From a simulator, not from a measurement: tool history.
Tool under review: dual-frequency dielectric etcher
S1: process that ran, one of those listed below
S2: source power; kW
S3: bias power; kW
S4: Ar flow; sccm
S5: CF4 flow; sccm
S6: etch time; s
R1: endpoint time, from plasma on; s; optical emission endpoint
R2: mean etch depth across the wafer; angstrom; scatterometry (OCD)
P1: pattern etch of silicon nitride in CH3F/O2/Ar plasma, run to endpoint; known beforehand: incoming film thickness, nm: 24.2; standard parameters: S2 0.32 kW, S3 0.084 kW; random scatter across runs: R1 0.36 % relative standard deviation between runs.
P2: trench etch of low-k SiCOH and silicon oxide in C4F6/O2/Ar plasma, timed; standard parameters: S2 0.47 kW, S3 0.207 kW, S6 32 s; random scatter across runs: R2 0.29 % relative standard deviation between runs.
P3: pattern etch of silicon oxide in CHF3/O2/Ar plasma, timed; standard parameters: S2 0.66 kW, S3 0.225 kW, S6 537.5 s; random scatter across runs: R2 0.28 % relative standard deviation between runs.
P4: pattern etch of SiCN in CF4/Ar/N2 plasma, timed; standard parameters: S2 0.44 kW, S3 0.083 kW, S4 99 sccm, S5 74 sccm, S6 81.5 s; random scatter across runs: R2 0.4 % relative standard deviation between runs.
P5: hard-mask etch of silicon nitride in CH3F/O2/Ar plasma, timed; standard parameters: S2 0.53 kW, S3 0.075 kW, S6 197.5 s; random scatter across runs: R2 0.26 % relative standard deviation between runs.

| run | hour | S1 | S2 | S3 | S4 | S5 | S6 | R1 | R2 |
|---|---|---|---|---|---|---|---|---|---|
| 1 | 7.7 | P1 | 0.32 | 0.084 |  |  |  | 36.915 |  |
| 2 | 13.9 | P4 | 0.31 | 0.083 | 99 | 74 | 81.5 |  | 531.58 |
| 3 | 19.2 | P4 | 0.44 | 0.06 | 99 | 74 | 81.5 |  | 650.85 |
| 4 | 26.5 | P1 | 0.32 | 0.106 |  |  |  | 33.658 |  |
| 5 | 32.4 | P1 | 0.32 | 0.084 |  |  |  | 36.741 |  |
| 6 | 36.7 | P3 | 0.66 | 0.18 |  |  | 537.5 |  | 10877 |
| 7 | 44.9 | P4 | 0.44 | 0.083 | 99 | 74 | 56.5 |  | 499.14 |
| 8 | 52.2 | P1 | 0.32 | 0.084 |  |  |  | 36.646 |  |
| 9 | 58.2 | P2 | 0.47 | 0.207 |  |  | 32 |  | 1155.4 |
| 10 | 66.1 | P1 | 0.27 | 0.054 |  |  |  | 45.662 |  |
| 11 | 74.4 | P5 | 0.53 | 0.107 |  |  | 197.5 |  | 1766.7 |
| 12 | 82 | P1 | 0.32 | 0.084 |  |  |  | 36.755 |  |
| 13 | 90.2 | P5 | 0.68 | 0.075 |  |  | 197.5 |  | 1708.5 |
| 14 | 96.6 | P4 | 0.44 | 0.083 | 99 | 74 | 81.5 |  | 720.06 |
| 15 | 105.3 | P1 | 0.32 | 0.084 |  |  |  | 36.807 |  |
| 16 | 111.3 | P2 | 0.47 | 0.207 |  |  | 19 |  | 684.46 |
| 17 | 120.3 | P3 | 0.66 | 0.225 |  |  | 309.5 |  | 6757.4 |
|  | 127.3 | source power generator calibrated |
| 18 | 127.9 | P5 | 0.53 | 0.075 |  |  | 293.5 |  | 2300.4 |
| 19 | 132.4 | P2 | 0.64 | 0.207 |  |  | 32 |  | 1308.7 |
| 20 | 140.9 | P2 | 0.47 | 0.253 |  |  | 32 |  | 1231.7 |
| 21 | 146.3 | P4 | 0.44 | 0.083 | 99 | 44 | 81.5 |  | 668.76 |
| 22 | 153.4 | P1 | 0.32 | 0.059 |  |  |  | 41.622 |  |
| 23 | 159.6 | P4 | 0.44 | 0.083 | 137 | 74 | 81.5 |  | 689.02 |
| 24 | 163.6 | P3 | 0.66 | 0.225 |  |  | 537.5 |  | 11731 |
| 25 | 168.9 | P1 | 0.21 | 0.055 |  |  |  | 50.003 |  |
| 26 | 177.9 | P5 | 0.53 | 0.075 |  |  | 197.5 |  | 1547.9 |
| 27 | 185.7 | P1 | 0.32 | 0.084 |  |  |  | 36.428 |  |
| 28 | 194.3 | P1 | 0.24 | 0.084 |  |  |  | 41.015 |  |
| 29 | 202.9 | P3 | 0.92 | 0.225 |  |  | 537.5 |  | 13302 |
| 30 | 207.9 | P1 | 0.4 | 0.084 |  |  |  | 33.724 |  |
| 31 | 212.7 | P1 | 0.32 | 0.084 |  |  |  | 36.826 |  |
| 32 | 216.7 | P1 | 0.32 | 0.084 |  |  |  | 36.717 |  |
| 33 | 223.6 | P1 | 0.32 | 0.084 |  |  |  | 36.988 |  |
| 34 | 232.5 | P1 | 0.32 | 0.084 |  |  |  | 37.084 |  |
| 35 | 239 | P1 | 0.32 | 0.084 |  |  |  | 37.174 |  |
| 36 | 245.6 | P1 | 0.32 | 0.084 |  |  |  | 37.164 |  |
| 37 | 253.7 | P1 | 0.32 | 0.084 |  |  |  | 37.324 |  |
| 38 | 259.4 | P1 | 0.32 | 0.084 |  |  |  | 37.19 |  |
|  | 263.9 | wet clean of the chamber |
| 39 | 265.6 | P1 | 0.32 | 0.084 |  |  |  | 37.53 |  |
| 40 | 274.4 | P1 | 0.32 | 0.084 |  |  |  | 37.371 |  |
| 41 | 281.9 | P1 | 0.32 | 0.084 |  |  |  | 37.211 |  |

What P1 gives has crept away from where it was. These 2 causes fit the log equally well, each at the size given:
A: bias power that arrives under what is set, % = 4.84
B: source power that arrives under what is set, % = 4.64
At approximately hour 212.7, the process output began to creep.
The rest of the possible causes, and what rules out each one:
chamber walls in a state that lowers the etch rate, %: work on it at hour 263.9, done after the drift set in, did not restore what the process gave before

Each of the check runs listed below is run on 2 wafers and reports their average, with the results left as question marks. Pick the one under which the possible causes would lead to clearly different results.
| check 1 | 289.4 | P5 | 0.53 | 0.086 |  |  | 197.5 |  | ? |
| check 2 | 289.4 | P4 | 0.44 | 0.083 | 134 | 74 | 81.5 |  | ? |
| check 3 | 289.4 | P2 | 0.54 | 0.207 |  |  | 20 |  | ? |
| check 4 | 289.4 | P3 | 0.88 | 0.225 |  |  | 537.5 |  | ? |

If the cause were each of the candidates in turn, the checks would give the following:
| check | result | if A | if B |
|---|---|---|---|
| check 1 | R2 | 1599.9 | 1598.8 |
| check 2 | R2 | 678.14 | 662.66 |
| check 3 | R2 | 749.91 | 747.85 |
| check 4 | R2 | 12876 | 12861 |
Smallest distance between any two causes, each pair judged by its most separating result, in per cent: check 1 0.07 %; check 2 2.31 %; check 3 0.28 %; check 4 0.12 %
Check 2 is the one run that separates the causes; every other check would come out nearly the same whichever cause is at work.

Here is what check 2 returned: R2 661.84 angstrom. Which cause is it?

It is B: source power that arrives under what is set, %.
